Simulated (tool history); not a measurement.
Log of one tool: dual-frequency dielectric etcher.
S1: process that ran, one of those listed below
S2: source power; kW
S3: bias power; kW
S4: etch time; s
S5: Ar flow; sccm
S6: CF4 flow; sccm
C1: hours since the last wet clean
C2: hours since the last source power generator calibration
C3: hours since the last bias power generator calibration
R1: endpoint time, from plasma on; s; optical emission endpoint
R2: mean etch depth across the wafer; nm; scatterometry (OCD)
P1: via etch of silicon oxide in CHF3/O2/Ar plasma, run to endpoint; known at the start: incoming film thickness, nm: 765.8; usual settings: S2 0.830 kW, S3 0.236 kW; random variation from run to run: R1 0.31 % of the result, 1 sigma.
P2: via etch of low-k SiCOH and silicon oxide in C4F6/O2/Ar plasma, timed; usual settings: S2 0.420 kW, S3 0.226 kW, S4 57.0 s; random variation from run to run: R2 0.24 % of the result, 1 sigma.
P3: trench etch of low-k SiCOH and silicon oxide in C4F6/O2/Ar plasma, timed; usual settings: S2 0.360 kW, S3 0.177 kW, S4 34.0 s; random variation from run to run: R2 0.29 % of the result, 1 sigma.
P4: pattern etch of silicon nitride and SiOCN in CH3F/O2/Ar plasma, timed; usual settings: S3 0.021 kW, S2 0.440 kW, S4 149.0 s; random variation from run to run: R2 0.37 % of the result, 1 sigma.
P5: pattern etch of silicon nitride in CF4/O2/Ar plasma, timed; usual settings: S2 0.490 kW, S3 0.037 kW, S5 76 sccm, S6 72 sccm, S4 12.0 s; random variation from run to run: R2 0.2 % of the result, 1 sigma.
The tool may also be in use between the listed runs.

run	hour	S1	S2	S3	S4	S5	S6	C1	C2	C3	R1	R2
1	4.1	P1	0.830	0.236				205.7	1475.5	435.8	310.90	
2	7.3	P4	0.440	0.021	149.0			208.9	1478.7	439.0		20.676
3	9.7	P1	0.830	0.236				211.3	1481.1	441.4	311.41	
4	13.1	P1	0.830	0.294				214.7	1484.5	444.8	286.90	
5	18.0	P3	0.360	0.177	25.0			219.6	1489.4	449.7		76.240
6	22.6	P1	0.830	0.236				224.2	1494.0	454.3	311.33	
# hour 22.8: wet clean of the chamber
7	26.9	P2	0.420	0.153	57.0			4.2	1498.3	458.6		143.510
8	30.6	P5	0.490	0.037	12.0	76	72	7.9	1502.0	462.3		19.867
9	33.4	P5	0.490	0.037	7.5	76	72	10.7	1504.8	465.1		12.352
10	36.2	P3	0.250	0.177	34.0			13.5	1507.6	467.9		90.050
11	38.5	P2	0.420	0.226	42.5			15.8	1509.9	470.2		121.040
12	43.3	P2	0.270	0.226	57.0			20.6	1514.7	475.0		136.340
13	48.0	P1	0.830	0.236				25.3	1519.4	479.7	312.45	
# hour 48.2: source power generator calibrated
14	50.5	P4	0.440	0.021	209.0			27.8	2.3	482.2		28.811
15	52.9	P5	0.490	0.037	12.0	106	72	30.2	4.7	484.6		18.920
16	56.2	P1	0.830	0.236				33.5	8.0	487.9	311.52	
17	60.5	P1	0.830	0.149				37.8	12.3	492.2	362.21	
18	64.5	P1	1.160	0.236				41.8	16.3	496.2	273.46	
19	68.0	P3	0.360	0.177	34.0			45.3	19.8	499.7		103.610
20	71.0	P1	0.570	0.192				48.3	22.8	502.7	387.07	
21	75.3	P2	0.420	0.226	57.0			52.6	27.1	507.0		162.090
22	78.4	P3	0.360	0.105	34.0			55.7	30.2	510.1		87.991
23	81.1	P5	0.490	0.052	12.0	76	72	58.4	32.9	512.8		22.480
24	85.3	P5	0.490	0.037	12.0	76	92	62.6	37.1	517.0		20.525
25	88.0	P4	0.440	0.027	149.0			65.3	39.8	519.7		22.911
26	90.3	P5	0.610	0.037	12.0	76	72	67.6	42.1	522.0		24.088
27	93.1	P1	0.830	0.236				70.4	44.9	524.8	312.92	
28	97.7	P4	0.260	0.021	149.0			75.0	49.5	529.4		17.143
29	101.3	P1	0.580	0.236				78.6	53.1	533.0	356.54	
30	104.3	P1	0.830	0.236				81.6	56.1	536.0	311.77	
31	109.2	P1	0.830	0.236				86.5	61.0	540.9	313.10	
32	111.4	P1	0.830	0.236				88.7	63.2	543.1	314.23	
33	114.0	P1	0.830	0.236				91.3	65.8	545.7	315.34	
34	118.2	P1	0.830	0.236				95.5	70.0	549.9	313.43	
35	121.1	P1	0.830	0.236				98.4	72.9	552.8	317.56	
# hour 122.9: wet clean of the chamber
36	124.5	P1	0.830	0.236				1.7	76.3	556.2	316.91	
37	129.3	P1	0.830	0.236				6.5	81.1	561.0	316.53	
38	132.1	P1	0.830	0.236				9.3	83.9	563.8	316.91	
39	135.0	P1	0.830	0.236				12.2	86.8	566.7	314.83	
40	139.0	P1	0.830	0.236				16.2	90.8	570.7	317.22	
41	142.7	P1	0.830	0.236				19.9	94.5	574.4	315.95	

What P1 gives has crept away from where it was. These 2 causes fit the log equally well, each at the size given:
A: source power that arrives under what is set, % = 4.36
B: bias power that arrives under what is set, % = 4.77
The creep began at about hour 104.3.
Why every other cause is out:
chamber walls in a state that lowers the etch rate, %: serviced at hour 122.9, which brought nothing back

4 check runs are offered, one wafer each, their results left as question marks. Which one tells the causes apart?
check 1	146.4	P4	0.440	0.021	149.0							?
check 2	146.4	P2	0.420	0.226	57.0							?
check 3	146.4	P5	0.490	0.037	12.0	76	72					?
check 4	146.4	P3	0.360	0.177	34.0							?

What each check would give under each cause:
check	result	if A	if B
check 1	R2	20.233	20.118
check 2	R2	159.560	159.740
check 3	R2	19.104	19.529
check 4	R2	101.620	101.820
How far apart the two closest causes lie, in the result that separates them most: check 1 0.57 %; check 2 0.11 %; check 3 2.2 %; check 4 0.19 %
Only check 3 tells the causes apart: in the others they would give nearly the same result.

Then check 3 was run and gave: R2 19.065 nm. Which cause is it?

It is A: source power that arrives under what is set, %.
